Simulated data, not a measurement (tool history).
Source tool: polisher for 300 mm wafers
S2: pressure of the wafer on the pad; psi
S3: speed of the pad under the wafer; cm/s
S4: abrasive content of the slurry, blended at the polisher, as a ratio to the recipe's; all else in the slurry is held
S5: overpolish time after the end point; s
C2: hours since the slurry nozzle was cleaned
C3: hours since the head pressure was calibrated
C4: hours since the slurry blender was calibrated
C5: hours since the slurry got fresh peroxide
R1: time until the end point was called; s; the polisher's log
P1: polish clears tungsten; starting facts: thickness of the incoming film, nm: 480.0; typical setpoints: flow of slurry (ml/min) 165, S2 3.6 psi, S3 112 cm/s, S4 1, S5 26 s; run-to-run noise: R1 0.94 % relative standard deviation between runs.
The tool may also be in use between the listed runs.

{"run": 1, "day": 0.154, "flow of slurry (ml/min)": 165, "S2": 3.6, "S3": 112, "S4": 1, "S5": 26, "wafers polished on this pad": 215, "C2": 210.9, "C3": 359.8, "C4": 254.8, "C5": 49, "R1": 86.615}
{"run": 2, "day": 0.358, "flow of slurry (ml/min)": 165, "S2": 3.6, "S3": 112, "S4": 1, "S5": 47, "wafers polished on this pad": 270, "C2": 215.8, "C3": 364.7, "C4": 259.7, "C5": 53.9, "R1": 86.356}
{"run": 3, "day": 0.588, "flow of slurry (ml/min)": 165, "S2": 5.3, "S3": 112, "S4": 1, "S5": 26, "wafers polished on this pad": 333, "C2": 221.3, "C3": 370.2, "C4": 265.2, "C5": 59.4, "R1": 59.355}
{"run": 4, "day": 0.804, "flow of slurry (ml/min)": 165, "S2": 1.6, "S3": 112, "S4": 1, "S5": 8, "wafers polished on this pad": 392, "C2": 226.5, "C3": 375.4, "C4": 270.4, "C5": 64.6, "R1": 201.37}
{"run": 5, "day": 0.962, "flow of slurry (ml/min)": 165, "S2": 3.6, "S3": 112, "S4": 1, "S5": 26, "wafers polished on this pad": 435, "C2": 230.3, "C3": 379.2, "C4": 274.2, "C5": 68.4, "R1": 87.758}
{"run": 6, "day": 1.112, "flow of slurry (ml/min)": 235, "S2": 3.6, "S3": 112, "S4": 1, "S5": 26, "wafers polished on this pad": 476, "C2": 233.9, "C3": 382.8, "C4": 277.8, "C5": 72, "R1": 84.19}
{"run": 7, "day": 1.258, "flow of slurry (ml/min)": 165, "S2": 2.2, "S3": 112, "S4": 1, "S5": 26, "wafers polished on this pad": 516, "C2": 237.4, "C3": 386.3, "C4": 281.3, "C5": 75.5, "R1": 142.08}
{"run": 8, "day": 1.438, "flow of slurry (ml/min)": 165, "S2": 3.6, "S3": 112, "S4": 1.35, "S5": 26, "wafers polished on this pad": 565, "C2": 241.7, "C3": 390.6, "C4": 285.6, "C5": 79.8, "R1": 81.049}
{"run": 9, "day": 1.608, "flow of slurry (ml/min)": 225, "S2": 3.6, "S3": 154, "S4": 1, "S5": 26, "wafers polished on this pad": 612, "C2": 245.8, "C3": 394.7, "C4": 289.7, "C5": 83.9, "R1": 60.776}
{"run": 10, "day": 1.783, "flow of slurry (ml/min)": 165, "S2": 3.6, "S3": 112, "S4": 1, "S5": 26, "wafers polished on this pad": 660, "C2": 250, "C3": 398.9, "C4": 293.9, "C5": 88.1, "R1": 88.612}
{"run": 11, "day": 1.925, "flow of slurry (ml/min)": 165, "S2": 3.6, "S3": 112, "S4": 1, "S5": 26, "wafers polished on this pad": 698, "C2": 253.4, "C3": 402.3, "C4": 297.3, "C5": 91.5, "R1": 87.999}
{"day": 2.083, "done": "head pressure recalibrated"}
{"run": 12, "day": 2.158, "flow of slurry (ml/min)": 165, "S2": 3.6, "S3": 112, "S4": 1, "S5": 8, "wafers polished on this pad": 762, "C2": 259, "C3": 1.8, "C4": 302.9, "C5": 97.1, "R1": 87.998}
{"run": 13, "day": 2.442, "flow of slurry (ml/min)": 165, "S2": 3.6, "S3": 112, "S4": 0.7, "S5": 26, "wafers polished on this pad": 840, "C2": 265.8, "C3": 8.6, "C4": 309.7, "C5": 103.9, "R1": 94.856}
{"run": 14, "day": 2.612, "flow of slurry (ml/min)": 100, "S2": 3.6, "S3": 112, "S4": 1, "S5": 26, "wafers polished on this pad": 886, "C2": 269.9, "C3": 12.7, "C4": 313.8, "C5": 108, "R1": 98.339}
{"run": 15, "day": 2.871, "flow of slurry (ml/min)": 165, "S2": 3.6, "S3": 50, "S4": 1, "S5": 26, "wafers polished on this pad": 957, "C2": 276.1, "C3": 18.9, "C4": 320, "C5": 114.2, "R1": 199.09}
{"run": 16, "day": 3.05, "flow of slurry (ml/min)": 165, "S2": 3.6, "S3": 112, "S4": 1, "S5": 26, "wafers polished on this pad": 1006, "C2": 280.4, "C3": 23.2, "C4": 324.3, "C5": 118.5, "R1": 87.42}
{"run": 17, "day": 3.242, "flow of slurry (ml/min)": 165, "S2": 3.6, "S3": 162, "S4": 1, "S5": 26, "wafers polished on this pad": 1058, "C2": 285, "C3": 27.8, "C4": 328.9, "C5": 123.1, "R1": 61.513}
{"run": 18, "day": 3.462, "flow of slurry (ml/min)": 165, "S2": 3.6, "S3": 112, "S4": 1, "S5": 26, "wafers polished on this pad": 1119, "C2": 290.3, "C3": 33.1, "C4": 334.2, "C5": 128.4, "R1": 86.684}
{"run": 19, "day": 3.712, "flow of slurry (ml/min)": 165, "S2": 3.6, "S3": 112, "S4": 1, "S5": 26, "wafers polished on this pad": 1187, "C2": 296.3, "C3": 39.1, "C4": 340.2, "C5": 134.4, "R1": 90.169}
{"run": 20, "day": 4.008, "flow of slurry (ml/min)": 165, "S2": 3.6, "S3": 112, "S4": 1, "S5": 26, "wafers polished on this pad": 1268, "C2": 303.4, "C3": 46.2, "C4": 347.3, "C5": 141.5, "R1": 92.391}

For run 21, what comes out?
{"run": 21, "day": 4.279, "flow of slurry (ml/min)": 165, "S2": 3.6, "S3": 112, "S4": 1, "S5": 26, "wafers polished on this pad": 1342, "C2": 309.9, "C3": 52.7, "C4": 353.8, "C5": 148, "R1": "?"}

R1: 92.679 s
